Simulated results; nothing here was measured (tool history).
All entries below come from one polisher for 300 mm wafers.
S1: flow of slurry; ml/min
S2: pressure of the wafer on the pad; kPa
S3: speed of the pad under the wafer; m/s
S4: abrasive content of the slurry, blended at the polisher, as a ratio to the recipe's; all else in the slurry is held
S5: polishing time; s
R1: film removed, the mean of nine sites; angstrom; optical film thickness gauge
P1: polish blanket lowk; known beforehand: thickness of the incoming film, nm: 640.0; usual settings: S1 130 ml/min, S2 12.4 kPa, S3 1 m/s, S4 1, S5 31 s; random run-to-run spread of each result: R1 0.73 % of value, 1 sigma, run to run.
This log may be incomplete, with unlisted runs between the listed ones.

run   hour   S1    S2    S3    S4  S5      R1
  1    6.6  130  12.4     1     1  31  106.09
  2   13.6  130  12.4     1     1  31  105.26
  3   17.7  130  12.4     1  0.75  31  91.482
  4   22.4  130  12.4  1.36   1.4  31  155.33
  5   26.8  130  12.4     1     1  31   105.1
  6   35.7  130  12.4     1     1  31  105.01
  7   44.3  130  12.4  0.44     1  31  54.431
      48.7  -- slurry blender recalibrated
  8   48.7  130  12.4  1.56     1  31  150.24
  9   57.4  130  12.4     1     1  21  71.714
 10   65.1  130  12.4     1   1.3  31  117.25
 11   71.6  130  12.4     1     1  46   157.8
 12   77.4  130  12.4     1     1  31  105.41
 13   82.6  130  19.3     1     1  31  163.54
      84.7  -- worn pad replaced by a new one
 14   86.7   85  12.4     1     1  31  95.313
 15   91.8  190  12.4     1     1  31  112.68
      93.9  -- slurry nozzle cleaned
 16   97.6  130   8.3     1     1  31   70.81
 17  102.5  130  12.4     1     1  31  106.76
 18  108.4  130  12.4     1     1  31   105.3
 19  114.6  130  12.4  0.74   1.3  31  93.718
 20  118.7  130  12.4     1     1  31  105.61
 21  123.5  130  12.4     1     1  31  101.93
 22  130.3  130  12.4     1     1  31   98.99
 23  135.5  130  12.4     1     1  31  96.362
     139.3  -- conditioning disc replaced and pad reconditioned
 24  139.8  130  12.4     1     1  31  95.623
 25  143.9  130  12.4     1     1  31  94.541
     146.6  -- worn pad replaced by a new one
 26  151.1  130  12.4     1     1  31  93.214
     151.5  -- head pressure recalibrated
 27  157.6  130  12.4     1     1  31  94.644
 28  162.7  130  12.4     1     1  31  92.889
 29  166.8  130  12.4     1     1  31    93.7
 30  171.9  130  12.4     1     1  31  93.239

The log shows P1 creeping away from where it was. Any of the 2 causes listed here, at the size stated for it, fits the log just as well as the others:
A: abrasive missing from the slurry, % = 23
B: slurry flow missing at the pad, % = 39.9
Onset of the creep was near hour 118.7.
Ruled out, with reasons:
removal rate lost through wear of the pad, %: serviced after onset, at hour 146.6, with no recovery of the prior output
head's pressure below its setpoint, %: serviced after onset, at hour 151.5, with no recovery of the prior output
time polished since the conditioner stopped cutting, s: serviced after onset, at hour 139.3, with no recovery of the prior output

Below are 4 check runs, each averaged over 3 wafers, with their results shown as question marks. Which of them would give clearly different results depending on which cause is behind the drift?
check 1   177  130  17.2     1   1  45   ?
check 2   177  130  17.9  0.44   1  31   ?
check 3   177  130  12.4  0.48   1  38   ?
check 4   177  185  12.4   1.2   1  31   ?

Check results expected under each cause:
  check  result    if A    if B
check 1      R1  187.07  187.06
check 2      R1  69.494  69.492
check 3      R1  63.226  63.225
check 4      R1  113.95  117.95
How far apart the two closest causes lie, in the result that separates them most: check 1 0 %; check 2 0 %; check 3 0 %; check 4 3.45 %
Check 4 tells the causes apart: in the others they would give nearly the same result.

Here is what check 4 returned: R1 117.63 angstrom. Which cause is it?

The cause is B: slurry flow missing at the pad, %.
